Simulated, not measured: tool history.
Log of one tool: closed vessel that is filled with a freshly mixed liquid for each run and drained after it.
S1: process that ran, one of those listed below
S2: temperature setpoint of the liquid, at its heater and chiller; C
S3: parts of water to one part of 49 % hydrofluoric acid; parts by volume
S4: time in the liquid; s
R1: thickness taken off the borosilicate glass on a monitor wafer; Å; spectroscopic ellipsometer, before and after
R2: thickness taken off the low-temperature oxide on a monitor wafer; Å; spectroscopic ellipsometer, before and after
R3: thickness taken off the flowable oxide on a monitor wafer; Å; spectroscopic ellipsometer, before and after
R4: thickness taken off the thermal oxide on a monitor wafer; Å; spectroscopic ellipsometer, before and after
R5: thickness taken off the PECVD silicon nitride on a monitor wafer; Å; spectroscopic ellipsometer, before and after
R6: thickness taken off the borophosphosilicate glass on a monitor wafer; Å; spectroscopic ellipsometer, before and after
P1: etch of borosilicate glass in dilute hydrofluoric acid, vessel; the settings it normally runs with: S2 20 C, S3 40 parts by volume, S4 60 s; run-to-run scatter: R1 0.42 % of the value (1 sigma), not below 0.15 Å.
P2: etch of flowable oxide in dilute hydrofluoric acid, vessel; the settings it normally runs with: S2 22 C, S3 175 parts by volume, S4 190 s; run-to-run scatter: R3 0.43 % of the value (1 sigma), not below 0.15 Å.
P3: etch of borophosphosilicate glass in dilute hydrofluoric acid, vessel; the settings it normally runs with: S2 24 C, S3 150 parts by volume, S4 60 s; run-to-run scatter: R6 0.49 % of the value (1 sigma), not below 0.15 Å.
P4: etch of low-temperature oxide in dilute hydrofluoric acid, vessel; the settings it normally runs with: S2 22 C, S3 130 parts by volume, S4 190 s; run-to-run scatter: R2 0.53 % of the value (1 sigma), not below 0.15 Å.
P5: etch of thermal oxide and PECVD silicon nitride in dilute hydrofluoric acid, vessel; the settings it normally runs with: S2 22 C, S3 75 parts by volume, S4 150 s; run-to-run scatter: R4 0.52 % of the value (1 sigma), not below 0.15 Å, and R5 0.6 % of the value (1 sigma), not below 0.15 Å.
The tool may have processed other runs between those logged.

| run | hour | S1 | S2 | S3 | S4 | R1 | R2 | R3 | R4 | R5 | R6 |
|---|---|---|---|---|---|---|---|---|---|---|---|
| 1 | 4.1 | P1 | 20 | 40 | 60 | 635.29 |  |  |  |  |  |
| 2 | 8 | P1 | 23.5 | 40 | 60 | 735.02 |  |  |  |  |  |
| 3 | 11.8 | P1 | 20 | 40 | 60 | 633.73 |  |  |  |  |  |
| 4 | 17.1 | P4 | 22 | 130 | 190 |  | 152.79 |  |  |  |  |
|  | 20 | thermometer replaced |
| 5 | 20.9 | P1 | 20 | 55 | 30 | 225.87 |  |  |  |  |  |
| 6 | 26.2 | P4 | 22 | 35 | 190 |  | 638.35 |  |  |  |  |
| 7 | 29.1 | P2 | 22 | 175 | 190 |  |  | 477.99 |  |  |  |
| 8 | 34.3 | P1 | 20 | 25 | 60 | 1032 |  |  |  |  |  |
| 9 | 39.7 | P5 | 22 | 75 | 150 |  |  |  | 87.123 | 42.693 |  |
| 10 | 44.3 | P4 | 22 | 130 | 375 |  | 301.35 |  |  |  |  |
| 11 | 47.1 | P3 | 24 | 150 | 60 |  |  |  |  |  | 214.04 |
| 12 | 52.5 | P2 | 22 | 175 | 370 |  |  | 929.11 |  |  |  |
| 13 | 55.9 | P1 | 25.5 | 40 | 90 | 1197.7 |  |  |  |  |  |
|  | 57.6 | hydrofluoric acid flow meter replaced |
| 14 | 59.4 | P1 | 20 | 40 | 90 | 950.31 |  |  |  |  |  |
| 15 | 63.7 | P4 | 17 | 130 | 190 |  | 124.75 |  |  |  |  |
| 16 | 66.5 | P1 | 20 | 40 | 60 | 632.65 |  |  |  |  |  |
| 17 | 69.8 | P3 | 24 | 150 | 60 |  |  |  |  |  | 214.59 |
| 18 | 74.4 | P3 | 24 | 150 | 115 |  |  |  |  |  | 409.97 |
| 19 | 78.7 | P5 | 28.5 | 75 | 150 |  |  |  | 113.89 | 64.755 |  |
| 20 | 82.4 | P3 | 24 | 30 | 60 |  |  |  |  |  | 1247 |
| 21 | 88.5 | P2 | 30 | 175 | 190 |  |  | 642.07 |  |  |  |
| 22 | 91.4 | P1 | 20 | 65 | 60 | 377.94 |  |  |  |  |  |
| 23 | 96 | P3 | 18.5 | 150 | 60 |  |  |  |  |  | 171.79 |
| 24 | 101.8 | P1 | 20 | 40 | 60 | 633.25 |  |  |  |  |  |
| 25 | 105.4 | P1 | 20 | 40 | 60 | 632.77 |  |  |  |  |  |
| 26 | 111.3 | P5 | 22 | 75 | 30 |  |  |  | 17.295 | 8.5276 |  |
| 27 | 116.1 | P5 | 22 | 20 | 150 |  |  |  | 352.02 | 152.33 |  |
| 28 | 120.9 | P1 | 20 | 40 | 30 | 317.41 |  |  |  |  |  |
| 29 | 127.1 | P1 | 17 | 40 | 30 | 276.36 |  |  |  |  |  |
| 30 | 132.1 | P1 | 17 | 40 | 60 | 559.41 |  |  |  |  |  |
| 31 | 136.7 | P2 | 22 | 80 | 190 |  |  | 1166.3 |  |  |  |
| 32 | 140.4 | P4 | 22 | 130 | 190 |  | 153.76 |  |  |  |  |
| 33 | 145.4 | P1 | 20 | 40 | 60 | 632.92 |  |  |  |  |  |
| 34 | 151.4 | P1 | 20 | 40 | 60 | 615.4 |  |  |  |  |  |
| 35 | 154.6 | P1 | 20 | 40 | 60 | 605.99 |  |  |  |  |  |
| 36 | 157.3 | P1 | 20 | 40 | 60 | 602.71 |  |  |  |  |  |
| 37 | 162.8 | P1 | 20 | 40 | 60 | 599.82 |  |  |  |  |  |
| 38 | 168.8 | P1 | 20 | 40 | 60 | 596.57 |  |  |  |  |  |
| 39 | 174.4 | P1 | 20 | 40 | 60 | 597.38 |  |  |  |  |  |
| 40 | 179.1 | P1 | 20 | 40 | 60 | 598.05 |  |  |  |  |  |

The output of P1 has drifted from where it used to be. Each of the 2 causes below, taken at the size shown beside it, accounts for the log equally well:
A: liquid colder than its thermometer reads (K) = 1.5
B: hydrofluoric acid flow below the setpoint (%) = 5.94
The creep began at about hour 145.4.

4 check runs are offered, each on 2 wafers whose results are averaged, their results left as question marks. Which one tells the causes apart?
| check 1 | 183.8 | P4 | 22 | 45 | 365 |  | ? |  |  |  |  |
| check 2 | 183.8 | P3 | 24 | 95 | 60 |  |  |  |  |  | ? |
| check 3 | 183.8 | P2 | 22 | 95 | 370 |  |  | ? |  |  |  |
| check 4 | 183.8 | P5 | 22 | 45 | 150 |  |  |  | ? | ? |  |

Check results expected under each cause:
| check | result | if A | if B |
|---|---|---|---|
| check 1 | R2 | 886.46 | 885.15 |
| check 2 | R6 | 339.6 | 336.7 |
| check 3 | R3 | 1766.2 | 1753.6 |
| check 4 | R4 | 141.78 | 141.57 |
| check 4 | R5 | 62.823 | 65.639 |
Per check, the gap between the least separated pair of causes, taken in the result that splits them most: check 1 0.15 %; check 2 0.86 %; check 3 0.72 %; check 4 4.39 %
Only check 4 tells the causes apart: in the others they would give nearly the same result.

Here is what check 4 returned: R4 140.9 Å; R5 65.679 Å. Which cause is it?

The cause is B: hydrofluoric acid flow below the setpoint (%).
